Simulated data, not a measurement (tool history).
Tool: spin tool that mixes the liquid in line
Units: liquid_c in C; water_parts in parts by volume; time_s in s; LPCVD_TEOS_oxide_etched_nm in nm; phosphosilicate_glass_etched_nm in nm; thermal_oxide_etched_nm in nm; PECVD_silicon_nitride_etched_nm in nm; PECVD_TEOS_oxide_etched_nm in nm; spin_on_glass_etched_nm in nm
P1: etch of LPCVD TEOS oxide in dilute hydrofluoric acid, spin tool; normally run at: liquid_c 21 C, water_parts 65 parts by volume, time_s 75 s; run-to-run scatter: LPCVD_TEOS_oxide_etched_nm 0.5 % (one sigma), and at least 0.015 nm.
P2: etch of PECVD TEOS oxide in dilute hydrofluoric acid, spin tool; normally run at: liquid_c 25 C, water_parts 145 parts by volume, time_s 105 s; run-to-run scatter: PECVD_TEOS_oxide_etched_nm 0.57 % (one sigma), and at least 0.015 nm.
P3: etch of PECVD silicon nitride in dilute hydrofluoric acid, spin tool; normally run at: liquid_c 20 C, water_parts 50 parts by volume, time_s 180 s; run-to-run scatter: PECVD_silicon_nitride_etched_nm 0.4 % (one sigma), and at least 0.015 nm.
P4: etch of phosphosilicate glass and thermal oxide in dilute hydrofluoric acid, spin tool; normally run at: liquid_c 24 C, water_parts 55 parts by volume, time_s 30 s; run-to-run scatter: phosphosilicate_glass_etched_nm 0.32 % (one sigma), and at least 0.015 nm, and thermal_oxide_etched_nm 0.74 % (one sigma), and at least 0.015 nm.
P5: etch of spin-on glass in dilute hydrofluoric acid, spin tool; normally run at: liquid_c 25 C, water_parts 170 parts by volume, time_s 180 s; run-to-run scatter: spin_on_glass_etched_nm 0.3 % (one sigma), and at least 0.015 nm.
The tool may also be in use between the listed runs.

run    day  process  liquid_c  water_parts  time_s  LPCVD_TEOS_oxide_etched_nm  phosphosilicate_glass_etched_nm  thermal_oxide_etched_nm  PECVD_silicon_nitride_etched_nm  PECVD_TEOS_oxide_etched_nm  spin_on_glass_etched_nm
  1  0.288       P1        21           65      75                      43.349
  2  0.488       P4      31.5           55      30                                                       74.111                   3.6321
  3  0.704       P3        20           90     180                                                                                                                 3.9729
  4  0.879       P1        21           65      75                      43.299
  5  1.112       P1      17.5           65      75                      37.429
  6    1.4       P2        25          145     105                                                                                                                                             9.1699
  7  1.588       P5        25           80     180                                                                                                                                                                      118.18
  8  1.842       P1      28.5           65      75                      59.334
  9   2.05       P2      29.5          145     105                                                                                                                                             10.765
 10   2.25       P5        25          170     180                                                                                                                                                                      49.934
 11  2.404       P1        21          105     115                      39.272
 12  2.588       P1        21           85      75                      32.518
 13  2.871       P4        24           55      15                                                       27.474                   1.3767
 14  3.154       P1        21           65      15                      8.7439
 15  3.433       P3        17           50     180                                                                                                                  5.674
 16  3.658       P4        24          100      30                                                       28.354                   1.3992
 17  3.821       P1        28           65      15                      11.521
 18  4.004       P1        21           40      75                      72.736
 19  4.279       P1        21           65      75                      43.434
 20  4.417       P2        25          210     105                                                                                                                                             5.8983
 21   4.65       P1        21           65     130                      75.659
 22  4.804       P4        24           55      30                                                       54.792                    2.702
 23  4.996       P3        20           50     180                                                                                                                 6.9892
 24  5.242       P5        25          170     305                                                                                                                                                                      83.956
 25  5.475       P2        25          145      15                                                                                                                                             1.3408
 26  5.767       P3        20           50      70                                                                                                                 2.7308
 27  5.971       P5        17          170     180                                                                                                                                                                      36.577
 28    6.1       P1        21           65      75                      43.263
 29  6.233       P2        25          145     105                                                                                                                                             9.1785
 30  6.467       P1        21           65      75                      43.182
 31  6.683       P1        21           65      75                      42.478
 32  6.912       P1        21           65      75                      41.874
 33  7.129       P1        21           65      75                       41.23
 34  7.308       P1        21           65      75                      41.424
 35  7.454       P1        21           65      75                      40.946
 36  7.721       P1        21           65      75                      41.052
 37    7.9       P1        21           65      75                      40.992

What P1 gives has crept away from where it was. These 2 causes fit the log equally well, each at the size given:
A: liquid colder than its thermometer reads (K) = 1.49
B: hydrofluoric acid flow below the setpoint (%) = 5.61
The creep began at about day 6.467.

4 check runs are offered, one wafer each, their results left as question marks. Which one tells the causes apart?
check 1  8.079       P3        17           50     180                                                                                                                      ?
check 2  8.079       P2        29          145     105                                                                                                                                                  ?
check 3  8.079       P4      29.5           75      30                                                            ?                        ?
check 4  8.079       P5        18          170     180                                                                                                                                                                           ?

What each check would give under each cause:
  check                           result    if A    if B
check 1  PECVD_silicon_nitride_etched_nm  5.0974  5.3619
check 2       PECVD_TEOS_oxide_etched_nm   10.06  9.9192
check 3  phosphosilicate_glass_etched_nm  45.939  45.642
check 3          thermal_oxide_etched_nm  2.2645  2.2499
check 4          spin_on_glass_etched_nm  35.804  35.548
How far apart the two closest causes lie, in the result that separates them most: check 1 5.06 %; check 2 1.41 %; check 3 0.65 %; check 4 0.72 %
Check 1 tells the causes apart: in the others they would give nearly the same result.

Then check 1 was run and gave: PECVD_silicon_nitride_etched_nm 5.3737 nm. Which cause is it?

It is B: hydrofluoric acid flow below the setpoint (%).

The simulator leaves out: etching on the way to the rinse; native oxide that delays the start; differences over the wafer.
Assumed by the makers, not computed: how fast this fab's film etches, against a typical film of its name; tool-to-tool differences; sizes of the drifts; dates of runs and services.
